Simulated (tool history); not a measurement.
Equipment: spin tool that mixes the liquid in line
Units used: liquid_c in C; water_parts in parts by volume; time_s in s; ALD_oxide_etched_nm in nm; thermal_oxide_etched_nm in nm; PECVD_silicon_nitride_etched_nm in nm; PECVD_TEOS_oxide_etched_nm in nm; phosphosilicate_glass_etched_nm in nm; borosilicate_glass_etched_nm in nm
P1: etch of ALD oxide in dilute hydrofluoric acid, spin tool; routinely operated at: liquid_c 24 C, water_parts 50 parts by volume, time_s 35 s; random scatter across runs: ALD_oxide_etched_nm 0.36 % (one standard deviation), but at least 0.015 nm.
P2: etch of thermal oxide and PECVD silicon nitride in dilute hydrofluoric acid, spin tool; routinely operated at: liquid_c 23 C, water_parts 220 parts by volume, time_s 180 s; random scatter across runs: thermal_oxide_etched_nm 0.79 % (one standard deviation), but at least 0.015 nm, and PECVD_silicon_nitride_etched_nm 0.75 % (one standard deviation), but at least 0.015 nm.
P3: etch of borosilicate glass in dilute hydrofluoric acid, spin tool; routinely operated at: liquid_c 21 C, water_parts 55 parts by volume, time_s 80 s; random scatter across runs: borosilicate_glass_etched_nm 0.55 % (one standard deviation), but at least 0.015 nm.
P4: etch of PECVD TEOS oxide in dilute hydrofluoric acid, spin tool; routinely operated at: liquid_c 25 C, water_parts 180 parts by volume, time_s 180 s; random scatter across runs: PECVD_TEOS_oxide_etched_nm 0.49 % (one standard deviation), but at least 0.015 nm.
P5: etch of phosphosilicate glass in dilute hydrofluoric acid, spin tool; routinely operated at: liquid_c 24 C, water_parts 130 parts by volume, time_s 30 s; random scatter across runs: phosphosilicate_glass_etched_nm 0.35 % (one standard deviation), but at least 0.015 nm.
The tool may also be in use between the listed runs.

| run | hour | process | liquid_c | water_parts | time_s | ALD_oxide_etched_nm | thermal_oxide_etched_nm | PECVD_silicon_nitride_etched_nm | PECVD_TEOS_oxide_etched_nm | phosphosilicate_glass_etched_nm | borosilicate_glass_etched_nm |
|---|---|---|---|---|---|---|---|---|---|---|---|
| 1 | 16.3 | P1 | 24 | 50 | 35 | 21.211 |  |  |  |  |  |
| 2 | 27.9 | P2 | 23 | 220 | 25 |  | 0.45646 | 0.47497 |  |  |  |
| 3 | 39.1 | P1 | 24 | 50 | 35 | 21.24 |  |  |  |  |  |
| 4 | 54 | P4 | 25 | 180 | 180 |  |  |  | 26.602 |  |  |
| 5 | 69.9 | P4 | 25 | 110 | 180 |  |  |  | 46.535 |  |  |
| 6 | 86.2 | P5 | 24 | 25 | 30 |  |  |  |  | 95.644 |  |
| 7 | 102.4 | P1 | 24 | 50 | 35 | 21.252 |  |  |  |  |  |
| 8 | 112.4 | P2 | 23 | 220 | 180 |  | 3.2476 | 3.2214 |  |  |  |
| 9 | 126.3 | P4 | 25 | 180 | 180 |  |  |  | 26.537 |  |  |
| 10 | 143.2 | P1 | 31.5 | 50 | 35 | 28.595 |  |  |  |  |  |
| 11 | 161.1 | P5 | 24 | 130 | 15 |  |  |  |  | 8.0242 |  |
| 12 | 170.4 | P3 | 21 | 100 | 80 |  |  |  |  |  | 16.229 |
| 13 | 187.1 | P1 | 24 | 50 | 35 | 21.19 |  |  |  |  |  |
| 14 | 201.3 | P2 | 29 | 220 | 180 |  | 4.0004 | 4.7272 |  |  |  |
| 15 | 212.7 | P3 | 17 | 55 | 80 |  |  |  |  |  | 26.56 |
| 16 | 224.5 | P2 | 23 | 50 | 180 |  | 17.206 | 13.934 |  |  |  |
| 17 | 242.6 | P1 | 24 | 70 | 35 | 14.866 |  |  |  |  |  |
| 18 | 251.5 | P5 | 24 | 130 | 30 |  |  |  |  | 16.043 |  |
| 19 | 262.3 | P1 | 24 | 50 | 20 | 12.152 |  |  |  |  |  |
| 20 | 281.2 | P1 | 24 | 50 | 35 | 21.298 |  |  |  |  |  |
| 21 | 296.9 | P1 | 24 | 50 | 35 | 21.331 |  |  |  |  |  |
| 22 | 314.8 | P4 | 25 | 180 | 15 |  |  |  | 2.1869 |  |  |
| 23 | 327.5 | P1 | 18.5 | 50 | 55 | 26.429 |  |  |  |  |  |
| 24 | 342 | P5 | 19 | 130 | 30 |  |  |  |  | 13.174 |  |
| 25 | 352.8 | P1 | 17 | 50 | 35 | 15.898 |  |  |  |  |  |
| 26 | 368.6 | P4 | 18 | 180 | 180 |  |  |  | 20.298 |  |  |
| 27 | 381.5 | P1 | 24 | 50 | 55 | 33.616 |  |  |  |  |  |
| 28 | 399.3 | P2 | 23 | 220 | 180 |  | 3.2293 | 3.2488 |  |  |  |
| 29 | 417.4 | P3 | 21 | 55 | 80 |  |  |  |  |  | 31.381 |
| 30 | 426.3 | P3 | 21 | 55 | 80 |  |  |  |  |  | 31.676 |
| 31 | 444.1 | P5 | 24 | 130 | 30 |  |  |  |  | 16.044 |  |
| 32 | 455.7 | P1 | 24 | 50 | 35 | 21.17 |  |  |  |  |  |
| 33 | 472.5 | P3 | 21 | 55 | 25 |  |  |  |  |  | 9.7933 |
| 34 | 483.4 | P1 | 24 | 30 | 35 | 36.489 |  |  |  |  |  |
| 35 | 502.4 | P1 | 24 | 50 | 35 | 21.245 |  |  |  |  |  |
| 36 | 517.6 | P1 | 24 | 50 | 35 | 20.809 |  |  |  |  |  |
| 37 | 528.8 | P1 | 24 | 50 | 35 | 20.564 |  |  |  |  |  |
| 38 | 546.5 | P1 | 24 | 50 | 35 | 20.391 |  |  |  |  |  |
| 39 | 561.9 | P1 | 24 | 50 | 35 | 20.147 |  |  |  |  |  |
| 40 | 580.9 | P1 | 24 | 50 | 35 | 19.951 |  |  |  |  |  |
| 41 | 595.4 | P1 | 24 | 50 | 35 | 20.074 |  |  |  |  |  |
| 42 | 603.9 | P1 | 24 | 50 | 35 | 20.07 |  |  |  |  |  |
| 43 | 622.4 | P1 | 24 | 50 | 35 | 19.94 |  |  |  |  |  |

The output of P1 has drifted from where it used to be. Each of the 2 causes below, taken at the size shown beside it, accounts for the log equally well:
A: hydrofluoric acid flow below the setpoint (%) = 5.81
B: liquid colder than its thermometer reads (K) = 1.55
The gradual shift began around hour 502.4.

Consider the 4 check runs below, whose results appear as question marks and each of which averages 2 wafers. Which one distinguishes the causes, in that each cause would give it a clearly different result?
| check 1 | 640.9 | P3 | 21 | 85 | 80 |  |  |  |  |  | ? |
| check 2 | 640.9 | P5 | 24 | 50 | 30 |  |  |  |  | ? |  |
| check 3 | 640.9 | P4 | 19.5 | 180 | 45 |  |  |  | ? |  |  |
| check 4 | 640.9 | P2 | 26.5 | 50 | 180 |  | ? | ? |  |  |  |

What every check run would give for each of its results, assuming each possible cause in turn:
| check | result | if A | if B |
|---|---|---|---|
| check 1 | borosilicate_glass_etched_nm | 18.413 | 18.446 |
| check 2 | phosphosilicate_glass_etched_nm | 43.325 | 43.311 |
| check 3 | PECVD_TEOS_oxide_etched_nm | 5.0147 | 5.0621 |
| check 4 | thermal_oxide_etched_nm | 18.587 | 18.609 |
| check 4 | PECVD_silicon_nitride_etched_nm | 16.673 | 15.949 |
How far apart the two closest causes lie, in the result that separates them most: check 1 0.18 %; check 2 0.03 %; check 3 0.94 %; check 4 4.44 %
The other checks would show nearly matching results whichever cause is true, so check 4 is the only one that separates the causes.

Here is what check 4 returned: thermal_oxide_etched_nm 18.624 nm; PECVD_silicon_nitride_etched_nm 16.552 nm. Which cause is it?

A is the cause: hydrofluoric acid flow below the setpoint (%).
